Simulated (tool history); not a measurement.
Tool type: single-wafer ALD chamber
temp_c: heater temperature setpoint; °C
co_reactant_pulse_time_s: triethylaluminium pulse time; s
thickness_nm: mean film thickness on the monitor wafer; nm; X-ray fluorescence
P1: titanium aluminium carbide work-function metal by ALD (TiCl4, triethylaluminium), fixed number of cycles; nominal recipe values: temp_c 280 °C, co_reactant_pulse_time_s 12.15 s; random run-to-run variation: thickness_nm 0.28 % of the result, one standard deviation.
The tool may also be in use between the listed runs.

Run 1, hour 16.7: temp_c 280 °C, co_reactant_pulse_time_s 12.15 s. Result: thickness_nm 1.9064 nm.
Run 2, hour 30.3: temp_c 280 °C, co_reactant_pulse_time_s 18.30 s. Result: thickness_nm 1.9329 nm.
At hour 32.7: triethylaluminium bottle replaced.
Run 3, hour 38.8: temp_c 280 °C, co_reactant_pulse_time_s 12.15 s. Result: thickness_nm 1.8902 nm.
Run 4, hour 53.7: temp_c 295 °C, co_reactant_pulse_time_s 7.86 s. Result: thickness_nm 1.9393 nm.
Run 5, hour 64.6: temp_c 280 °C, co_reactant_pulse_time_s 12.15 s. Result: thickness_nm 1.8976 nm.
Run 6, hour 74.9: temp_c 280 °C, co_reactant_pulse_time_s 5.07 s. Result: thickness_nm 1.5930 nm.
Run 7, hour 84.5: temp_c 259 °C, co_reactant_pulse_time_s 12.15 s. Result: thickness_nm 1.7133 nm.
Run 8, hour 92.9: temp_c 304 °C, co_reactant_pulse_time_s 12.15 s. Result: thickness_nm 2.1183 nm.
Run 9, hour 109.4: temp_c 280 °C, co_reactant_pulse_time_s 12.15 s. Result: thickness_nm 1.8962 nm.
Run 10, hour 121.0: temp_c 280 °C, co_reactant_pulse_time_s 12.15 s. Result: thickness_nm 1.9022 nm.
Run 11, hour 131.0: temp_c 280 °C, co_reactant_pulse_time_s 12.15 s. Result: thickness_nm 1.8913 nm.
Run 12, hour 146.5: temp_c 280 °C, co_reactant_pulse_time_s 12.15 s. Result: thickness_nm 1.8762 nm.
Run 13, hour 156.0: temp_c 280 °C, co_reactant_pulse_time_s 12.15 s. Result: thickness_nm 1.8725 nm.
Run 14, hour 167.2: temp_c 280 °C, co_reactant_pulse_time_s 12.15 s. Result: thickness_nm 1.8724 nm.
Run 15, hour 179.8: temp_c 280 °C, co_reactant_pulse_time_s 12.15 s. Result: thickness_nm 1.8559 nm.
Run 16, hour 188.1: temp_c 280 °C, co_reactant_pulse_time_s 12.15 s. Result: thickness_nm 1.8635 nm.
Run 17, hour 196.2: temp_c 280 °C, co_reactant_pulse_time_s 12.15 s. Result: thickness_nm 1.8679 nm.
Run 18, hour 210.3: temp_c 280 °C, co_reactant_pulse_time_s 12.15 s. Result: thickness_nm 1.8671 nm.
Run 19, hour 223.2: temp_c 280 °C, co_reactant_pulse_time_s 12.15 s. Result: thickness_nm 1.8604 nm.

P1 has crept away from where it was. The log is fitted equally well by each of these 2 causes, at the sizes shown:
A: wafer temperature below the value expected at the setpoint (K) = 4.5
B: triethylaluminium dose below that of a fresh bottle (%) = 20.5
At approximately hour 121.0, the process output began to creep.

Question marks stand in for the results of the 4 check runs listed below, each run on one wafer. Under which run would the listed causes show clearly different results?
Run check 1, hour 236.1: temp_c 260 °C, co_reactant_pulse_time_s 12.15 s. Result: thickness_nm ?.
Run check 2, hour 236.1: temp_c 303 °C, co_reactant_pulse_time_s 12.15 s. Result: thickness_nm ?.
Run check 3, hour 236.1: temp_c 301 °C, co_reactant_pulse_time_s 12.15 s. Result: thickness_nm ?.
Run check 4, hour 236.1: temp_c 293 °C, co_reactant_pulse_time_s 7.66 s. Result: thickness_nm ?.

What every check run would give for each of its results, assuming each possible cause in turn:
  check        result    if A    if B
check 1  thickness_nm  1.6871  1.6899
check 2  thickness_nm  2.0670  2.0636
check 3  thickness_nm  2.0490  2.0459
check 4  thickness_nm  1.8645  1.7976
Smallest distance between any two causes, each pair judged by its most separating result, in per cent: check 1 0.16 %; check 2 0.17 %; check 3 0.15 %; check 4 3.65 %
Check 4 is the one run that separates the causes; every other check would come out nearly the same whichever cause is at work.

With check 4 done, the readings were: thickness_nm 1.7912 nm. Identify which of the listed causes applies.

It was cause B: triethylaluminium dose below that of a fresh bottle (%).

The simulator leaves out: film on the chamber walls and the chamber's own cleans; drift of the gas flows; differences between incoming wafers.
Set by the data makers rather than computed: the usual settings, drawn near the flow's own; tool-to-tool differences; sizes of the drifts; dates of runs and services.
